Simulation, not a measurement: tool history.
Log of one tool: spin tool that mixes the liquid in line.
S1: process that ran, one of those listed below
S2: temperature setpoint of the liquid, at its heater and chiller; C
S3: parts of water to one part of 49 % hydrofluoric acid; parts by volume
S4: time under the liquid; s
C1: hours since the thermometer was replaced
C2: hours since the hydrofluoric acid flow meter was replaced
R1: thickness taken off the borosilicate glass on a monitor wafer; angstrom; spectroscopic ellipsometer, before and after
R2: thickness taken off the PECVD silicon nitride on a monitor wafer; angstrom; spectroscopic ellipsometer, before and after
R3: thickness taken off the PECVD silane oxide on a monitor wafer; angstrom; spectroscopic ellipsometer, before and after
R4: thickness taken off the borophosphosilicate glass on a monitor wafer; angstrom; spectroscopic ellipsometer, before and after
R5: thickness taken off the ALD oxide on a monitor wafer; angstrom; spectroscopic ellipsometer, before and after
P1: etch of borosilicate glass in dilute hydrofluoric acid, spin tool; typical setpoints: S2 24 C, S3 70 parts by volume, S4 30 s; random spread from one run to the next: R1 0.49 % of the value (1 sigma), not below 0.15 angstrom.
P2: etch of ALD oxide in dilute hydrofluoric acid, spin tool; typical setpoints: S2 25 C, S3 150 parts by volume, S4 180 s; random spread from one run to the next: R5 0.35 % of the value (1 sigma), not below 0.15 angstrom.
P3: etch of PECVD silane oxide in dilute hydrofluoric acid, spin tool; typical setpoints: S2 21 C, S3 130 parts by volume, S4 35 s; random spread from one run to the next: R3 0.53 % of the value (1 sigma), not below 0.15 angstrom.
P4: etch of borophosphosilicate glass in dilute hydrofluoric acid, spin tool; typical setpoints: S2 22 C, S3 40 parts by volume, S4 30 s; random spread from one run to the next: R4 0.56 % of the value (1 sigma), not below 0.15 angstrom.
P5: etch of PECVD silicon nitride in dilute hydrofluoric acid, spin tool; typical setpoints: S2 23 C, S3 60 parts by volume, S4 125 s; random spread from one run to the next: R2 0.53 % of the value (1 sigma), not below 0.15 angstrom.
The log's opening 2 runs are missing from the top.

run,hour,S1,S2,S3,S4,C1,C2,R1,R2,R3,R4,R5
3,40.8,P1,29,70,30,835.4,551.9,161.35,,,,
4,52.1,P1,24,70,30,846.7,563.2,132.73,,,,
5,69.7,P1,24,35,30,864.3,580.8,279.24,,,,
6,78.2,P3,28,130,35,872.8,589.3,,,96.356,,
7,95.4,P4,22,65,30,890,606.5,,,,211.43,
8,105.2,P5,23,60,125,899.8,616.3,,51.745,,,
9,122.2,P3,21,70,35,916.8,633.3,,,146.31,,
# hour 133.4: thermometer replaced
10,140.7,P5,23,60,50,7.4,651.8,,20.781,,,
11,159.4,P2,25,150,180,26.1,670.5,,,,,245.36
12,169.5,P2,25,150,20,36.2,680.6,,,,,27.776
13,187.7,P1,19.5,70,30,54.4,698.8,110.47,,,,
14,206.8,P1,24,70,60,73.5,717.9,263.88,,,,
15,219.7,P4,29.5,40,30,86.4,730.8,,,,478.79,
16,234.3,P2,25,260,180,101,745.4,,,,,126.06
17,253.1,P1,24,70,30,119.8,764.2,132.55,,,,
18,265.5,P1,24,70,15,132.2,776.6,66.6,,,,
19,282.5,P2,20,150,180,149.2,793.6,,,,,204.05
20,299.3,P1,30.5,70,50,166,810.4,286.77,,,,
21,317.2,P1,24,100,30,183.9,828.3,89.358,,,,

For run 22, what comes out?
22,335.1,P4,22,40,15,201.8,846.2,,,,?,

R4: 179.29 angstrom

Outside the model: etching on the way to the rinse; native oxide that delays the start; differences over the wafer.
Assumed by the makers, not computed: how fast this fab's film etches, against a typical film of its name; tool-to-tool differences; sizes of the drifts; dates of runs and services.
